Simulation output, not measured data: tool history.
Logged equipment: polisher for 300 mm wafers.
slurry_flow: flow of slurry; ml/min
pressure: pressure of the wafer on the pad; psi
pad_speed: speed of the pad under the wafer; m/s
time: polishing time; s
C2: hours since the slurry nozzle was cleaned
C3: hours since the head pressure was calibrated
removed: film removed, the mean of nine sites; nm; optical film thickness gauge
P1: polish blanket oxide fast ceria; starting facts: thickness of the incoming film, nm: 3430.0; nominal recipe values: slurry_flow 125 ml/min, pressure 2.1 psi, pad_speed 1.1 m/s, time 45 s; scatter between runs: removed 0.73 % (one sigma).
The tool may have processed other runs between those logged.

Run 1, hour 12.3: slurry_flow 125 ml/min, pressure 2.1 psi, pad_speed 1.1 m/s, time 45 s; wafers polished on this pad 1321; C2 85.4; C3 91.6. Result: removed 560.85 nm.
Run 2, hour 20.3: slurry_flow 125 ml/min, pressure 2.1 psi, pad_speed 0.5 m/s, time 45 s; wafers polished on this pad 1465; C2 93.4; C3 99.6. Result: removed 252.55 nm.
Run 3, hour 29.4: slurry_flow 125 ml/min, pressure 2.1 psi, pad_speed 1.38 m/s, time 45 s; wafers polished on this pad 1630; C2 102.5; C3 108.7. Result: removed 702.22 nm.
Run 4, hour 46.1: slurry_flow 125 ml/min, pressure 3.2 psi, pad_speed 1.1 m/s, time 45 s; wafers polished on this pad 1931; C2 119.2; C3 125.4. Result: removed 848.35 nm.
Run 5, hour 59: slurry_flow 125 ml/min, pressure 2.1 psi, pad_speed 1.1 m/s, time 67 s; wafers polished on this pad 2164; C2 132.1; C3 138.3. Result: removed 822.82 nm.
Run 6, hour 71.3: slurry_flow 125 ml/min, pressure 2.1 psi, pad_speed 1.1 m/s, time 45 s; wafers polished on this pad 2386; C2 144.4; C3 150.6. Result: removed 561.76 nm.
Run 7, hour 84.6: slurry_flow 125 ml/min, pressure 2.1 psi, pad_speed 1.1 m/s, time 45 s; wafers polished on this pad 2626; C2 157.7; C3 163.9. Result: removed 561.11 nm.
Run 8, hour 93.8: slurry_flow 125 ml/min, pressure 2.1 psi, pad_speed 1.1 m/s, time 30 s; wafers polished on this pad 2792; C2 166.9; C3 173.1. Result: removed 372.72 nm.
Run 9, hour 104.3: slurry_flow 125 ml/min, pressure 2.1 psi, pad_speed 1.1 m/s, time 45 s; wafers polished on this pad 2982; C2 177.4; C3 183.6. Result: removed 556.32 nm.
Run 10, hour 118.1: slurry_flow 165 ml/min, pressure 2.1 psi, pad_speed 1.1 m/s, time 45 s; wafers polished on this pad 3231; C2 191.2; C3 197.4. Result: removed 585.13 nm.
Run 11, hour 127.9: slurry_flow 125 ml/min, pressure 2.1 psi, pad_speed 1.5 m/s, time 65 s; wafers polished on this pad 3408; C2 201; C3 207.2. Result: removed 1106.1 nm.
Run 12, hour 138.1: slurry_flow 75 ml/min, pressure 2.1 psi, pad_speed 1.1 m/s, time 45 s; wafers polished on this pad 3592; C2 211.2; C3 217.4. Result: removed 479.72 nm.
Run 13, hour 146.4: slurry_flow 125 ml/min, pressure 1 psi, pad_speed 1.1 m/s, time 45 s; wafers polished on this pad 3742; C2 219.5; C3 225.7. Result: removed 267.46 nm.
Run 14, hour 161.6: slurry_flow 125 ml/min, pressure 2.1 psi, pad_speed 1.1 m/s, time 45 s; wafers polished on this pad 4017; C2 234.7; C3 240.9. Result: removed 555.44 nm.
Run 15, hour 174.4: slurry_flow 125 ml/min, pressure 2.1 psi, pad_speed 1.1 m/s, time 45 s; wafers polished on this pad 4248; C2 247.5; C3 253.7. Result: removed 558.7 nm.
Run 16, hour 191.2: slurry_flow 125 ml/min, pressure 2.1 psi, pad_speed 1.1 m/s, time 45 s; wafers polished on this pad 4551; C2 264.3; C3 270.5. Result: removed 559.58 nm.
Run 17, hour 206.8: slurry_flow 125 ml/min, pressure 2.1 psi, pad_speed 1.1 m/s, time 45 s; wafers polished on this pad 4833; C2 279.9; C3 286.1. Result: removed 543.29 nm.
Run 18, hour 222.2: slurry_flow 125 ml/min, pressure 2.1 psi, pad_speed 1.1 m/s, time 45 s; wafers polished on this pad 5111; C2 295.3; C3 301.5. Result: removed 528.89 nm.
Run 19, hour 233.2: slurry_flow 125 ml/min, pressure 2.1 psi, pad_speed 1.1 m/s, time 45 s; wafers polished on this pad 5310; C2 306.3; C3 312.5. Result: removed 521.79 nm.
At hour 235.5: worn pad replaced by a new one.
Run 20, hour 245.7: slurry_flow 125 ml/min, pressure 2.1 psi, pad_speed 1.1 m/s, time 45 s; wafers polished on this pad 184; C2 318.8; C3 325. Result: removed 520.56 nm.
Run 21, hour 257.5: slurry_flow 125 ml/min, pressure 2.1 psi, pad_speed 1.1 m/s, time 45 s; wafers polished on this pad 397; C2 330.6; C3 336.8. Result: removed 517.67 nm.
Run 22, hour 273.9: slurry_flow 125 ml/min, pressure 2.1 psi, pad_speed 1.1 m/s, time 45 s; wafers polished on this pad 693; C2 347; C3 353.2. Result: removed 517.6 nm.
Run 23, hour 284.1: slurry_flow 125 ml/min, pressure 2.1 psi, pad_speed 1.1 m/s, time 45 s; wafers polished on this pad 878; C2 357.2; C3 363.4. Result: removed 515.82 nm.
Run 24, hour 293: slurry_flow 125 ml/min, pressure 2.1 psi, pad_speed 1.1 m/s, time 45 s; wafers polished on this pad 1038; C2 366.1; C3 372.3. Result: removed 511.04 nm.
Run 25, hour 305.1: slurry_flow 125 ml/min, pressure 2.1 psi, pad_speed 1.1 m/s, time 45 s; wafers polished on this pad 1257; C2 378.2; C3 384.4. Result: removed 503.96 nm.
Run 26, hour 317.2: slurry_flow 125 ml/min, pressure 2.1 psi, pad_speed 1.1 m/s, time 45 s; wafers polished on this pad 1475; C2 390.3; C3 396.5. Result: removed 507.4 nm.

Compared with where it was, what P1 gives has crept away. Each cause listed below fits the log as well as the rest, at the size given for it:
A: slurry flow missing at the pad, % = 30.5
B: head's pressure below its setpoint, % = 8.43
Onset of the creep was near hour 191.2.
What rules out each remaining cause:
removal rate lost through wear of the pad, %: serviced at hour 235.5, after the change had begun; the process did not return to its earlier output

Of the 4 check runs below, each run on 2 wafers with the results averaged and each result still a question mark, which one would tell the listed causes apart?
Run check 1, hour 329.3: slurry_flow 75 ml/min, pressure 2.1 psi, pad_speed 1.1 m/s, time 32 s. Result: removed ?.
Run check 2, hour 329.3: slurry_flow 125 ml/min, pressure 2.7 psi, pad_speed 0.54 m/s, time 45 s. Result: removed ?.
Run check 3, hour 329.3: slurry_flow 125 ml/min, pressure 1.2 psi, pad_speed 1.1 m/s, time 45 s. Result: removed ?.
Run check 4, hour 329.3: slurry_flow 125 ml/min, pressure 2.1 psi, pad_speed 0.82 m/s, time 45 s. Result: removed ?.

Check results expected under each cause:
  check   result    if A    if B
check 1  removed  302.56  317.26
check 2  removed  321.41  321.36
check 3  removed  290.99  290.94
check 4  removed  379.61  379.55
Minimum pairwise separation of causes per check, each pair taken at its best-separating result: check 1 4.74 %; check 2 0.02 %; check 3 0.02 %; check 4 0.02 %
The causes can be told apart only by check 1. The other checks would give nearly the same results under each of them.

After running check 1, the following was obtained: removed 304.12 nm. Which cause does this point to?

Of the candidate causes, it is A: slurry flow missing at the pad, %.
